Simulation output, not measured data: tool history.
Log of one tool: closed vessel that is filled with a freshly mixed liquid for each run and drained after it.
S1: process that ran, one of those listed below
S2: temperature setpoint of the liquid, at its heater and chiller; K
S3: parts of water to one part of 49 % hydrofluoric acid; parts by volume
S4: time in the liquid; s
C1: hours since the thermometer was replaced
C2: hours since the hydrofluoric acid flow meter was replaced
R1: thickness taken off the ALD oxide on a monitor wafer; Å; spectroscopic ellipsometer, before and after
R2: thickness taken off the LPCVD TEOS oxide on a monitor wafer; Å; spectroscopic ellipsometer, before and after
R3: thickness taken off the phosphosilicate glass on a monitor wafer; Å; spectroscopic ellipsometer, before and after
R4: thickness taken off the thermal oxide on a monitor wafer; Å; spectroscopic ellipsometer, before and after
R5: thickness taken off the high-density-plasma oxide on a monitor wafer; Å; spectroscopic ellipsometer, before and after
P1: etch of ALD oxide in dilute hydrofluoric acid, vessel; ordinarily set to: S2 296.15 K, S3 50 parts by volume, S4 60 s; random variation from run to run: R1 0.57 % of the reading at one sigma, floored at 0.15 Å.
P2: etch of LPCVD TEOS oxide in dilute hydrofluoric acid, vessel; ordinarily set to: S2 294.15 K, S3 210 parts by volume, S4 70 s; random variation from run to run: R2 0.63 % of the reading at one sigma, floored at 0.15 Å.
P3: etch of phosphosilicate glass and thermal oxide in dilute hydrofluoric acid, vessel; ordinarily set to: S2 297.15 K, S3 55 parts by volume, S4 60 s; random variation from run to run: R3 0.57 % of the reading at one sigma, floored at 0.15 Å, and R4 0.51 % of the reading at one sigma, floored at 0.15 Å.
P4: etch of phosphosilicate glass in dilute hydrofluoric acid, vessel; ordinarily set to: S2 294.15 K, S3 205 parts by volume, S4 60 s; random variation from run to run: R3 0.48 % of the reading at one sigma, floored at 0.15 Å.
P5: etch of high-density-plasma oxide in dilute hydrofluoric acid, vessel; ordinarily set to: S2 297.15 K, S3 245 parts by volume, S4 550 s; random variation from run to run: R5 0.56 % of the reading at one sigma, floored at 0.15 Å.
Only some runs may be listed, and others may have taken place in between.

run   hour  S1      S2   S3   S4      C1      C2      R1      R2      R3      R4      R5
  1   17.3  P1  296.15   50   60   529.5  1203.5  130.82
  2     32  P2  294.15   60   70   544.2  1218.2          213.04
  3   50.3  P4  294.15  205   35   562.5  1236.5                  114.56
  4   65.8  P3  297.15   55   95     578    1252                  2551.4  87.948
  5     79  P1  296.15   50  110   591.2  1265.2  238.81
  6   95.6  P5  297.15  365  550   607.8  1281.8                                  57.871
  7  110.7  P1  296.15   50   30   622.9  1296.9  64.961
  8    125  P4  294.15   60   60   637.2  1311.2                  790.91
  9  140.1  P3  297.15   55   60   652.3  1326.3                  1609.5  55.341
 10  150.9  P2  294.15  210   30   663.1  1337.1          22.185
 11  162.7  P5  297.15  245  550   674.9  1348.9                                  96.098
 12  173.2  P4  294.15  205   60   685.4  1359.4                  197.36
 13  188.4  P1  296.15   30   60   700.6  1374.6  221.27
 14  205.6  P2  290.15  210   70   717.8  1391.8          44.271
 15  222.2  P3  291.65   55   60   734.4  1408.4                  1285.7  44.179
 16  241.2  P1  296.15   50   60   753.4  1427.4  129.91
 17  253.5  P5  304.15  245  550   765.7  1439.7                                  123.67
 18  268.3  P1  296.15   50   60   780.5  1454.5  132.32
 19  282.3  P1  290.15   50   60   794.5  1468.5  101.87
 20  296.4  P1  302.65   20   60   808.6  1482.6  444.02
 21  306.4  P3  297.15   30   60   818.6  1492.6                    3103  105.33
 22  323.7  P1  296.15   50   60   835.9  1509.9  131.06
 23  341.7  P1  302.15   50   85   853.9  1527.9  235.41
 24  359.4  P5  297.15  245  790   871.6  1545.6                                  139.36
 25  367.7  P1  292.65   85   60   879.9  1553.9  62.676
 26  384.9  P5  297.15  245  550   897.1  1571.1                                  96.579
 27  400.5  P1  296.15   75   60   912.7  1586.7  83.339
 28  411.1  P4  302.15  205   60   923.3  1597.3                  265.42
 29  427.1  P1  302.15   50   60   939.3  1613.3  167.27
 30  445.4  P4  294.15  205   60   957.6  1631.6                  196.81
 31  453.7  P1  296.15   50   60   965.9  1639.9  130.65
 32    466  P2  294.15  210   70   978.2  1652.2          51.356
 33  480.5  P1  296.15   50   60   992.7  1666.7  130.77
 34    490  P1  296.15   50   60  1002.2  1676.2  134.74
 35  502.5  P1  296.15   50   60  1014.7  1688.7  136.15
 36  511.9  P1  296.15   50   60  1024.1  1698.1  139.19
 37  521.3  P1  296.15   50   60  1033.5  1707.5   140.1
 38  532.8  P1  296.15   50   60    1045    1719  141.52
 39  547.9  P1  296.15   50   60  1060.1  1734.1   141.5
 40    559  P1  296.15   50   60  1071.2  1745.2  141.35
 41  575.5  P1  296.15   50   60  1087.7  1761.7  144.05
 42  584.6  P1  296.15   50   60  1096.8  1770.8  142.66
 43    593  P1  296.15   50   60  1105.2  1779.2  142.63
 44  606.8  P1  296.15   50   60    1119    1793  144.43

Compared with where it was, what P1 gives has crept away. Each cause listed below fits the log as well as the rest, at the size given for it:
A: hydrofluoric acid flow above the setpoint (%) = 8.64
B: liquid hotter than its thermometer reads (K) = 2.14
Onset of the creep was near hour 480.5.

Each of the 4 check runs below uses one wafer; its results are left as question marks. Which run tells the causes apart?
check 1  620.6  P4  294.15  125   35                   ?
check 2  620.6  P5  302.15  355  550                           ?
check 3  620.6  P3  292.65   55   60                   ?   ?
check 4  620.6  P2  290.15   90   70               ?

Expected result of each check under each candidate cause:
  check  result    if A    if B
check 1      R3  225.65  223.61
check 2      R5  78.966  75.443
check 3      R3  1466.7  1469.9
check 3      R4  49.867  49.977
check 4      R2  127.82  127.76
Distance between the nearest two causes, measured in the result of the check that separates them most: check 1 0.91 %; check 2 4.57 %; check 3 0.22 %; check 4 0.05 %
Only check 2 tells the causes apart: in the others they would give nearly the same result.

Check 2 was carried out, with these results: R5 79.065 Å. Which of the listed causes is responsible?

It was cause A: hydrofluoric acid flow above the setpoint (%).
